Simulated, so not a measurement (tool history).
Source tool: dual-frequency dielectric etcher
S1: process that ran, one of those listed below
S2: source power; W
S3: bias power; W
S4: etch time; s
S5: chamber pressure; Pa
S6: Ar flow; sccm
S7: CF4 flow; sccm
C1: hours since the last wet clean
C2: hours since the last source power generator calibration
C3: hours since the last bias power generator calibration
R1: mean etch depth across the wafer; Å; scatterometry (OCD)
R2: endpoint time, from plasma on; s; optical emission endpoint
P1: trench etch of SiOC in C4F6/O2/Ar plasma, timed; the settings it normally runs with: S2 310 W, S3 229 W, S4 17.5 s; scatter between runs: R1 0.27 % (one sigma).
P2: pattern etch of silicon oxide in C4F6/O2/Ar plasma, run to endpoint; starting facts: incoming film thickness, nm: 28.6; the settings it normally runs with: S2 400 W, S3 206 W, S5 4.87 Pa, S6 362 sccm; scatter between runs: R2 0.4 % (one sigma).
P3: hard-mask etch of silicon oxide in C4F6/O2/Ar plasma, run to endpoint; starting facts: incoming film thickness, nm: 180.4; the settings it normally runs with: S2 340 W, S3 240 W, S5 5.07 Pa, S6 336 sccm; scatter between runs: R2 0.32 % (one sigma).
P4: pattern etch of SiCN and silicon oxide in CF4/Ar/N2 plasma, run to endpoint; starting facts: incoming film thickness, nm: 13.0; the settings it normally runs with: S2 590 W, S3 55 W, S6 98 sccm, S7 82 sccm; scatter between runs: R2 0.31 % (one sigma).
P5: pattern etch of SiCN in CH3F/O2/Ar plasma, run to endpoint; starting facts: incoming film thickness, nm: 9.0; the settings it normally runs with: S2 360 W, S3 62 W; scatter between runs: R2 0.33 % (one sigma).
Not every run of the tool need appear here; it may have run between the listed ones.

run   hour  S1   S2   S3    S4    S5   S6   S7     C1     C2      C3      R1       R2
  1    2.7  P1  310  229  17.5                   89.7  411.3  1595.7  344.64
  2    8.2  P1  310  229  22.0                   95.2  416.8  1601.2  433.19
  3   10.8  P5  360   75                         97.8  419.4  1603.8          24.5890
  4   13.9  P5  460   62                        100.9  422.5  1606.9          24.0930
  5   17.8  P3  340  240        5.07  255       104.8  426.4  1610.8          56.7900
  6   21.8  P1  310  229  17.5                  108.8  430.4  1614.8  345.29
  7   26.8  P1  310  229  17.5                  113.8  435.4  1619.8  346.95
      27.0  -- source power generator calibrated
  8   29.8  P2  400  206        3.60  362       116.8    2.9  1622.8           8.5827
  9   35.5  P1  310  185  17.5                  122.5    8.6  1628.5  321.07
 10   40.6  P1  310  307  17.5                  127.6   13.7  1633.6  382.78
 11   43.7  P4  760   55               98   82  130.7   16.8  1636.7          10.1470
 12   48.1  P3  420  240        5.07  336       135.1   21.2  1641.1          54.2360
 13   53.8  P1  400  229  23.5                  140.8   26.9  1646.8  510.02
 14   57.4  P4  590   55               98   82  144.4   30.5  1650.4          12.6590
 15   61.4  P4  590   55               69   82  148.4   34.5  1654.4          11.9970
 16   64.7  P1  310  291  24.5                  151.7   37.8  1657.7  524.48
 17   69.6  P4  590   55               98  113  156.6   42.7  1662.6          12.0730
 18   73.8  P1  310  229  17.5                  160.8   46.9  1666.8  344.70
 19   78.9  P2  530  206        4.87  362       165.9   52.0  1671.9           8.0248
 20   81.6  P1  430  229  17.5                  168.6   54.7  1674.6  390.93
 21   86.2  P4  590   55               98   82  173.2   59.3  1679.2          12.5950
 22   91.5  P2  400  206        4.87  362       178.5   64.6  1684.5           8.8612
 23   95.7  P3  340  240        3.33  336       182.7   68.8  1688.7          55.7380
 24  100.4  P3  340  240        5.07  336       187.4   73.5  1693.4          58.5450
 25  105.6  P5  360   62                        192.6   78.7  1698.6          26.2910
 26  108.1  P1  310  229  17.5                  195.1   81.2  1701.1  345.87
 27  112.5  P1  310  229  17.5                  199.5   85.6  1705.5  345.87
 28  118.3  P5  360   62                        205.3   91.4  1711.3          26.3210
 29  122.8  P1  310  229  17.5                  209.8   95.9  1715.8  343.38
 30  125.7  P2  400  264        4.87  362       212.7   98.8  1718.7           8.1227
 31  128.8  P3  340  308        5.07  336       215.8  101.9  1721.8          53.6670
 32  134.2  P4  590   66               98   82  221.2  107.3  1727.2          11.9630
 33  137.5  P1  210  229  17.5                  224.5  110.6  1730.5  297.95
 34  140.3  P2  400  206        4.87  257       227.3  113.4  1733.3           8.5175
 35  143.2  P1  310  229  13.0                  230.2  116.3  1736.2  256.89

Expected results for the next run?
 36  147.9  P3  340  240      5.07  336      234.9  121.0  1740.9       ?

R2: 58.8900 s
